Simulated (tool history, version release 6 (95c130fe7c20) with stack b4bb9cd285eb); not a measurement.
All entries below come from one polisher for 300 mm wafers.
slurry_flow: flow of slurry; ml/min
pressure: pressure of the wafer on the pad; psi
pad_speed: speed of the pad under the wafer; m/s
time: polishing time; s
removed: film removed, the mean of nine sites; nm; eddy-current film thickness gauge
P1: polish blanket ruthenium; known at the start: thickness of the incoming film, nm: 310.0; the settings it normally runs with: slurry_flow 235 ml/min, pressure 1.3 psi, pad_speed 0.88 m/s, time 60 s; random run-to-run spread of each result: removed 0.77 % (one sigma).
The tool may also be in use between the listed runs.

run 1 hour=4.1 | slurry_flow=235 pressure=1.3 pad_speed=0.88 time=60 | removed=37.149
run 2 hour=9.8 | slurry_flow=235 pressure=1.3 pad_speed=0.44 time=60 | removed=18.318
run 3 hour=13.8 | slurry_flow=235 pressure=1.3 pad_speed=0.88 time=60 | removed=36.588
run 4 hour=17.8 | slurry_flow=235 pressure=2.1 pad_speed=0.88 time=60 | removed=59.703
-- hour=20.7 head pressure recalibrated
run 5 hour=24.1 | slurry_flow=235 pressure=1.3 pad_speed=0.88 time=60 | removed=36.562
run 6 hour=27.5 | slurry_flow=140 pressure=1.3 pad_speed=0.88 time=60 | removed=34.298
run 7 hour=34.2 | slurry_flow=235 pressure=1.3 pad_speed=0.88 time=60 | removed=37.313
run 8 hour=38.8 | slurry_flow=335 pressure=1.3 pad_speed=0.88 time=60 | removed=38.570
run 9 hour=45.7 | slurry_flow=235 pressure=1.3 pad_speed=0.88 time=38 | removed=23.308
run 10 hour=49.5 | slurry_flow=355 pressure=1.3 pad_speed=1.32 time=60 | removed=57.298
run 11 hour=54.2 | slurry_flow=235 pressure=0.9 pad_speed=0.88 time=46 | removed=19.718
run 12 hour=58.5 | slurry_flow=235 pressure=0.7 pad_speed=0.88 time=60 | removed=19.828
run 13 hour=62.5 | slurry_flow=235 pressure=1.3 pad_speed=0.88 time=94 | removed=58.637
run 14 hour=69.2 | slurry_flow=235 pressure=1.3 pad_speed=0.88 time=60 | removed=37.055
run 15 hour=72.6 | slurry_flow=235 pressure=1.3 pad_speed=1.32 time=60 | removed=55.719
run 16 hour=75.9 | slurry_flow=235 pressure=1.3 pad_speed=0.88 time=60 | removed=36.998
run 17 hour=79.7 | slurry_flow=235 pressure=1.3 pad_speed=0.88 time=60 | removed=36.685
run 18 hour=84.9 | slurry_flow=235 pressure=1.3 pad_speed=0.88 time=60 | removed=35.577
run 19 hour=88.9 | slurry_flow=235 pressure=1.3 pad_speed=0.88 time=60 | removed=35.261
run 20 hour=94.7 | slurry_flow=235 pressure=1.3 pad_speed=0.88 time=60 | removed=35.153
-- hour=96.0 worn pad replaced by a new one
run 21 hour=101.2 | slurry_flow=235 pressure=1.3 pad_speed=0.88 time=60 | removed=34.316
run 22 hour=105.5 | slurry_flow=235 pressure=1.3 pad_speed=0.88 time=60 | removed=34.677
run 23 hour=109.0 | slurry_flow=235 pressure=1.3 pad_speed=0.88 time=60 | removed=34.391
run 24 hour=115.6 | slurry_flow=235 pressure=1.3 pad_speed=0.88 time=60 | removed=34.142
run 25 hour=121.8 | slurry_flow=235 pressure=1.3 pad_speed=0.88 time=60 | removed=34.759

P1 has crept away from where it was. The log is fitted equally well by each of these 2 causes, at the sizes shown:
A: head's pressure below its setpoint, % = 6.86
B: slurry flow missing at the pad, % = 38.8
At approximately hour 75.9, the process output began to creep.
Every other cause this tool's parts could produce, and why it does not fit the log:
removal rate lost through wear of the pad, %: serviced at hour 96.0, after the drift had started, without restoring the earlier output

Below are 4 check runs, each averaged over 5 wafers, with their results shown as question marks. Which of them would give clearly different results depending on which cause is behind the drift?
run check 1 hour=128.0 | slurry_flow=235 pressure=2.1 pad_speed=0.88 time=82 | removed=?
run check 2 hour=128.0 | slurry_flow=235 pressure=1.3 pad_speed=1.08 time=76 | removed=?
run check 3 hour=128.0 | slurry_flow=235 pressure=1.9 pad_speed=1.20 time=60 | removed=?
run check 4 hour=128.0 | slurry_flow=165 pressure=1.3 pad_speed=0.88 time=85 | removed=?

If the cause were each of the candidates in turn, the checks would give the following:
check=check_1 result=removed if_A=76.020 if_B=76.029
check=check_2 result=removed if_A=53.529 if_B=53.536
check=check_3 result=removed if_A=68.627 if_B=68.635
check=check_4 result=removed if_A=46.508 if_B=45.259
Minimum pairwise separation of causes per check, each pair taken at its best-separating result: check 1 0.01 %; check 2 0.01 %; check 3 0.01 %; check 4 2.72 %
Check 4 distinguishes between the causes, while the remaining checks would return nearly the same result for all of them.

Then check 4 was run and gave: removed 46.632 nm. Which cause is it?

The correct cause is A, namely: head's pressure below its setpoint, %.
